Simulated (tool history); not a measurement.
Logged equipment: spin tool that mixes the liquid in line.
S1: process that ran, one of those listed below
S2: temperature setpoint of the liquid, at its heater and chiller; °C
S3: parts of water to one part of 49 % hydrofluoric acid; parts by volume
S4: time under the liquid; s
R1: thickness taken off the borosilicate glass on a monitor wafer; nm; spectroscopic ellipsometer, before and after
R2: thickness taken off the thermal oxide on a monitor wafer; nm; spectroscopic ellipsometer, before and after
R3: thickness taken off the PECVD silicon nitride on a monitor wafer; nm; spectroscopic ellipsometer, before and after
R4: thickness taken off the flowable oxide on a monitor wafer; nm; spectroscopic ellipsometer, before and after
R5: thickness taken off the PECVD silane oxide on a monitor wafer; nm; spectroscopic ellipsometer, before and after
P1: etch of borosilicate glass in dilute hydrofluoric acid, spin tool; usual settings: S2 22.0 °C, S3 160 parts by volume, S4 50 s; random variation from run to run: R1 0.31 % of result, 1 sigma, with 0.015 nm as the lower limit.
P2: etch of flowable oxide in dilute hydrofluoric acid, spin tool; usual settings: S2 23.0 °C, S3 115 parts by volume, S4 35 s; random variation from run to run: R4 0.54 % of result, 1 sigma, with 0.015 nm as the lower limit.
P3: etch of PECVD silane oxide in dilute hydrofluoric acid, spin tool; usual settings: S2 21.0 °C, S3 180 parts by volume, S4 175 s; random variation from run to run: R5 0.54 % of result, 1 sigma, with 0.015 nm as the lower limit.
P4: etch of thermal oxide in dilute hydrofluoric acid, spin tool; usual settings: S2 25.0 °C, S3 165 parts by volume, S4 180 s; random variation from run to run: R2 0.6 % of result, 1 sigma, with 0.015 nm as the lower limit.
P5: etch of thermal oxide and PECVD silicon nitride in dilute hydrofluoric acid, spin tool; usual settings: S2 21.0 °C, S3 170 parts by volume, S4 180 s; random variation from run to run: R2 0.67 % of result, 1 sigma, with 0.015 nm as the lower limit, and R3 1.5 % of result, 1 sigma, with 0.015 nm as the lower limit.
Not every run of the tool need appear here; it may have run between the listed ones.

run,hour,S1,S2,S3,S4,R1,R2,R3,R4,R5
1,7.9,P1,22.0,160,50,13.0930,,,,
2,14.0,P5,21.0,310,180,,2.0091,0.77191,,
3,22.7,P2,23.0,115,15,,,,2.5390,
4,27.8,P3,21.0,180,80,,,,,16.772
5,35.3,P1,22.0,40,85,102.6300,,,,
6,41.2,P1,22.0,160,20,5.2307,,,,
7,47.9,P5,21.0,170,180,,4.1396,1.45940,,
8,52.3,P1,22.0,85,50,26.9160,,,,
9,58.1,P1,25.5,45,50,61.6370,,,,
10,64.1,P2,23.0,115,35,,,,5.9565,
11,70.5,P4,25.0,165,180,,5.1360,,,
12,79.3,P3,21.0,180,175,,,,,36.809
13,87.4,P1,22.0,275,50,6.7870,,,,
14,92.9,P1,22.0,160,50,13.1120,,,,
15,100.5,P3,21.0,290,175,,,,,20.316
16,104.6,P2,23.0,165,35,,,,3.9298,
17,113.0,P4,25.0,165,55,,1.5759,,,
18,117.0,P4,29.5,165,180,,6.0198,,,
19,122.1,P1,22.0,160,75,19.6200,,,,
20,127.8,P2,23.0,115,35,,,,5.8738,
21,134.0,P5,17.0,170,180,,3.5367,1.13040,,
22,140.1,P1,17.0,160,50,10.7500,,,,
23,145.5,P1,22.0,160,50,13.0430,,,,
24,150.7,P1,22.0,160,50,13.0500,,,,
25,155.8,P5,21.0,170,360,,8.1792,2.86300,,
26,161.0,P4,25.0,35,180,,28.6970,,,
27,168.7,P1,26.0,160,50,15.1850,,,,
28,176.2,P3,21.0,180,175,,,,,36.814
29,184.0,P2,17.0,115,35,,,,4.6905,
30,188.5,P3,29.0,180,175,,,,,49.437
31,193.6,P1,22.0,160,50,13.0390,,,,
32,200.4,P1,22.0,160,50,12.6270,,,,
33,206.6,P1,22.0,160,50,12.5350,,,,
34,211.6,P1,22.0,160,50,12.3910,,,,
35,216.7,P1,22.0,160,50,12.3250,,,,
36,224.2,P1,22.0,160,50,12.2550,,,,
37,230.0,P1,22.0,160,50,12.2300,,,,
38,238.5,P1,22.0,160,50,12.1570,,,,
39,245.0,P1,22.0,160,50,12.1630,,,,
40,249.0,P1,22.0,160,50,12.2190,,,,
41,253.8,P1,22.0,160,50,12.1110,,,,

What P1 gives has crept away from where it was. These 2 causes fit the log equally well, each at the size given:
A: liquid colder than its thermometer reads (K) = 1.95
B: hydrofluoric acid flow below the setpoint (%) = 6.27
The drift started at roughly hour 193.6.

Consider the 4 check runs below, whose results appear as question marks and each of which averages 5 wafers. Which one distinguishes the causes, in that each cause would give it a clearly different result?
check 1,258.6,P3,21.0,180,175,,,,,?
check 2,258.6,P2,23.0,115,35,,,,?,
check 3,258.6,P5,21.0,170,180,,?,?,,
check 4,258.6,P4,25.0,165,180,,?,,,

If the cause were each of the candidates in turn, the checks would give the following:
check,result,if A,if B
check 1,R5,33.969,33.940
check 2,R4,5.5084,5.5313
check 3,R2,3.8458,3.8464
check 3,R3,1.26610,1.35250
check 4,R2,4.7695,4.7525
Gap, in per cent, between the two causes that each check separates least, read from the result that separates them most: check 1 0.09 %; check 2 0.41 %; check 3 6.61 %; check 4 0.36 %
The other checks would show nearly matching results whichever cause is true, so check 3 is the only one that separates the causes.

Check 3 has now been run. It gave: R2 3.8297 nm; R3 1.28640 nm. Which of the candidate causes is it?

It was cause A: liquid colder than its thermometer reads (K).
